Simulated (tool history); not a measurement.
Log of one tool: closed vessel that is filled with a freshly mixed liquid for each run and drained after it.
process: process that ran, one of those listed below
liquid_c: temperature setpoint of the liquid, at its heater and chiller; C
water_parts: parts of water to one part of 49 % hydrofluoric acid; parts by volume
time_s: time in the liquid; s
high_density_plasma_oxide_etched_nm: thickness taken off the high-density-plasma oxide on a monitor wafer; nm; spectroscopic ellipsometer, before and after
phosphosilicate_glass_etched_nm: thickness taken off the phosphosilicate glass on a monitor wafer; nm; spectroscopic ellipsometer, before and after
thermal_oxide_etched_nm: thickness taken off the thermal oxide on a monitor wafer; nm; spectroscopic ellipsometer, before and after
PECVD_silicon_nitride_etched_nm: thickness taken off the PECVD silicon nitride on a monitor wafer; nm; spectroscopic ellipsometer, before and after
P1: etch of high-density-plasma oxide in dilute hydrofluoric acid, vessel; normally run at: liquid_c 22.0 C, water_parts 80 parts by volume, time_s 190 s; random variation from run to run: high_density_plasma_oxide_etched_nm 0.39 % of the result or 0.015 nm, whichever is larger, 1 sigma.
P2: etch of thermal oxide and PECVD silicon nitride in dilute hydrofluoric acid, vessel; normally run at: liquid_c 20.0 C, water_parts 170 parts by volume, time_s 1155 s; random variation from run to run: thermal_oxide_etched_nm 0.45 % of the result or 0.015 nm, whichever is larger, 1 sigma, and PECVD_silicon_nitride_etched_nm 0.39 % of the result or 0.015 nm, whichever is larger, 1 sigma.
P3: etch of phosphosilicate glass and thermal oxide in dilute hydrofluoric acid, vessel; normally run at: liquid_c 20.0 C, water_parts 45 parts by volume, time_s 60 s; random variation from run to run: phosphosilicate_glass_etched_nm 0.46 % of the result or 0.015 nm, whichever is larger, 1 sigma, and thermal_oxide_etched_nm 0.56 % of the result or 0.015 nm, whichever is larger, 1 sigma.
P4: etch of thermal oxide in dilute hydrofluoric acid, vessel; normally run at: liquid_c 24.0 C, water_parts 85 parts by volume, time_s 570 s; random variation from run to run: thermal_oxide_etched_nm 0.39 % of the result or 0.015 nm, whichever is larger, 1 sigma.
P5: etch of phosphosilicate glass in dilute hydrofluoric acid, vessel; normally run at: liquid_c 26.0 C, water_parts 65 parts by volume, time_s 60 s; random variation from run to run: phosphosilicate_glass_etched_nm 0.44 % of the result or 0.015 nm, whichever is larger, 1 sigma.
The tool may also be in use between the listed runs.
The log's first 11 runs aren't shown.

run,day,process,liquid_c,water_parts,time_s,hours since the thermometer was replaced,hours since the hydrofluoric acid flow meter was replaced,high_density_plasma_oxide_etched_nm,phosphosilicate_glass_etched_nm,thermal_oxide_etched_nm,PECVD_silicon_nitride_etched_nm
12,5.358,P1,22.0,80,190,1447.3,328.2,17.0230,,,
13,5.942,P1,22.0,80,385,1461.3,342.2,34.4860,,,
14,6.408,P1,22.0,125,190,1472.5,353.4,10.3170,,,
15,6.983,P5,26.0,65,90,1486.3,367.2,,108.650,,
16,7.533,P4,24.0,85,570,1499.5,380.4,,,31.9370,
17,8.004,P3,20.0,75,60,1510.8,391.7,,86.040,3.2067,
18,8.396,P1,27.5,80,315,1520.2,401.1,34.8960,,,
19,9.042,P4,19.0,85,570,1535.7,416.6,,,26.4010,
20,9.583,P4,24.0,85,570,1548.7,429.6,,,32.3640,
21,10.246,P2,20.0,95,1155,1564.6,445.5,,,50.5020,25.9100
22,10.571,P1,22.0,80,30,1572.4,453.3,2.7026,,,
23,10.879,P1,25.0,80,360,1579.8,460.7,36.2580,,,
24,11.242,P2,20.0,170,1155,1588.5,469.4,,,25.9000,14.7550
25,11.862,P1,29.0,80,190,1603.4,484.3,22.3630,,,
26,12.358,P1,22.0,80,190,1615.3,496.2,16.9350,,,
27,12.838,P5,21.5,65,60,1626.8,507.7,,60.792,,
28,13.371,P3,28.5,45,60,1639.6,520.5,,209.540,7.8211,

Forecast run 29:
29,13.883,P3,20.0,45,110,1651.9,532.8,,?,?,

phosphosilicate_glass_etched_nm: 271.480 nm
thermal_oxide_etched_nm: 10.0690 nm
